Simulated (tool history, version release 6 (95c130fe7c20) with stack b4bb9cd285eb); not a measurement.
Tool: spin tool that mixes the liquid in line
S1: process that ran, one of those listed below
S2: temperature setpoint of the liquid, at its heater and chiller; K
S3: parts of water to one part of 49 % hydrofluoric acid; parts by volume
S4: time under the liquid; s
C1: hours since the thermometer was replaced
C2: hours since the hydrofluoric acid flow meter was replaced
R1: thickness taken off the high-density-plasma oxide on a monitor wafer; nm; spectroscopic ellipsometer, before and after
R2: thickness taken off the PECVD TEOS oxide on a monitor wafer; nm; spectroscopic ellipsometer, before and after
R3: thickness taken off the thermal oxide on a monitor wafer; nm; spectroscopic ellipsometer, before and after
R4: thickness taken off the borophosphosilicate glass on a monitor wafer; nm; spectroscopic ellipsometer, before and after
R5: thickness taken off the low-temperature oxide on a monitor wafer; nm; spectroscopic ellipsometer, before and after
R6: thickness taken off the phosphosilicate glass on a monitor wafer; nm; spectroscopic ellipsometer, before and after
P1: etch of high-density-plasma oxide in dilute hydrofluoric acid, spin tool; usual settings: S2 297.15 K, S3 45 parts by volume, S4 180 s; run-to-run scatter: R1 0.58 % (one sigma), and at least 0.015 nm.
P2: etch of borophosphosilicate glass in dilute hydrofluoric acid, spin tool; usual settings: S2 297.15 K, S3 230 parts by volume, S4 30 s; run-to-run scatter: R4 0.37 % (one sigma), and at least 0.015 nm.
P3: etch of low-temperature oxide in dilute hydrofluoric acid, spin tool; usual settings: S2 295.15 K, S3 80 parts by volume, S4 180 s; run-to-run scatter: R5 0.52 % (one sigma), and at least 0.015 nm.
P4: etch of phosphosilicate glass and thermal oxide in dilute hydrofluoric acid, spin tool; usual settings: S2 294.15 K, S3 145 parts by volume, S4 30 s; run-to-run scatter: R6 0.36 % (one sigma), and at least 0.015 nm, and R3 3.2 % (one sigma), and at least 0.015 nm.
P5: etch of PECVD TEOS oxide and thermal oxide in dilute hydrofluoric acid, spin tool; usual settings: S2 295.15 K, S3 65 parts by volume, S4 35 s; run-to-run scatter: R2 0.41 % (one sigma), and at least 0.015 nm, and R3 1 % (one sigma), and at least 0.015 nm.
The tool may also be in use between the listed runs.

{"run": 1, "hour": 7.1, "S1": "P1", "S2": 297.15, "S3": 45, "S4": 180, "C1": 686.5, "C2": 1372.3, "R1": 29.099}
{"run": 2, "hour": 17.1, "S1": "P5", "S2": 295.15, "S3": 65, "S4": 35, "C1": 696.5, "C2": 1382.3, "R2": 6.741, "R3": 2.5644}
{"run": 3, "hour": 28.2, "S1": "P1", "S2": 292.15, "S3": 45, "S4": 325, "C1": 707.6, "C2": 1393.4, "R1": 42.409}
{"run": 4, "hour": 40.8, "S1": "P1", "S2": 297.15, "S3": 45, "S4": 180, "C1": 720.2, "C2": 1406.0, "R1": 29.099}
{"run": 5, "hour": 53.6, "S1": "P1", "S2": 290.15, "S3": 45, "S4": 180, "C1": 733.0, "C2": 1418.8, "R1": 21.559}
{"run": 6, "hour": 61.4, "S1": "P5", "S2": 290.15, "S3": 65, "S4": 35, "C1": 740.8, "C2": 1426.6, "R2": 5.4395, "R3": 2.0574}
{"run": 7, "hour": 73.6, "S1": "P1", "S2": 297.15, "S3": 45, "S4": 180, "C1": 753.0, "C2": 1438.8, "R1": 28.85}
{"hour": 73.7, "done": "thermometer replaced"}
{"run": 8, "hour": 86.0, "S1": "P2", "S2": 292.65, "S3": 230, "S4": 30, "C1": 12.3, "C2": 1451.2, "R4": 7.2067}
{"run": 9, "hour": 100.4, "S1": "P3", "S2": 295.15, "S3": 80, "S4": 180, "C1": 26.7, "C2": 1465.6, "R5": 40.938}
{"run": 10, "hour": 111.2, "S1": "P4", "S2": 294.15, "S3": 145, "S4": 30, "C1": 37.5, "C2": 1476.4, "R3": 0.82342, "R6": 17.763}
{"run": 11, "hour": 122.7, "S1": "P1", "S2": 297.15, "S3": 45, "S4": 70, "C1": 49.0, "C2": 1487.9, "R1": 11.256}
{"run": 12, "hour": 136.2, "S1": "P3", "S2": 295.15, "S3": 80, "S4": 180, "C1": 62.5, "C2": 1501.4, "R5": 40.671}
{"run": 13, "hour": 148.8, "S1": "P4", "S2": 290.65, "S3": 145, "S4": 30, "C1": 75.1, "C2": 1514.0, "R3": 0.72971, "R6": 15.46}
{"run": 14, "hour": 157.8, "S1": "P3", "S2": 302.15, "S3": 80, "S4": 180, "C1": 84.1, "C2": 1523.0, "R5": 54.095}
{"run": 15, "hour": 172.4, "S1": "P1", "S2": 297.15, "S3": 45, "S4": 325, "C1": 98.7, "C2": 1537.6, "R1": 52.18}
{"run": 16, "hour": 181.6, "S1": "P3", "S2": 295.15, "S3": 80, "S4": 50, "C1": 107.9, "C2": 1546.8, "R5": 11.39}
{"run": 17, "hour": 190.8, "S1": "P1", "S2": 297.15, "S3": 45, "S4": 180, "C1": 117.1, "C2": 1556.0, "R1": 29.242}
{"run": 18, "hour": 200.7, "S1": "P2", "S2": 297.15, "S3": 230, "S4": 15, "C1": 127.0, "C2": 1565.9, "R4": 4.221}
{"run": 19, "hour": 212.4, "S1": "P4", "S2": 294.15, "S3": 145, "S4": 15, "C1": 138.7, "C2": 1577.6, "R3": 0.42473, "R6": 8.9381}
{"run": 20, "hour": 222.3, "S1": "P1", "S2": 297.15, "S3": 45, "S4": 180, "C1": 148.6, "C2": 1587.5, "R1": 28.847}
{"run": 21, "hour": 233.5, "S1": "P5", "S2": 295.15, "S3": 105, "S4": 35, "C1": 159.8, "C2": 1598.7, "R2": 3.9673, "R3": 1.5101}
{"run": 22, "hour": 244.3, "S1": "P4", "S2": 294.15, "S3": 30, "S4": 30, "C1": 170.6, "C2": 1609.5, "R3": 4.7581, "R6": 98.055}

Run 23 comes next. What will it give?
{"run": 23, "hour": 254.8, "S1": "P1", "S2": 297.15, "S3": 20, "S4": 180, "C1": 181.1, "C2": 1620.0, "R1": "?"}

R1: 66.656 nm
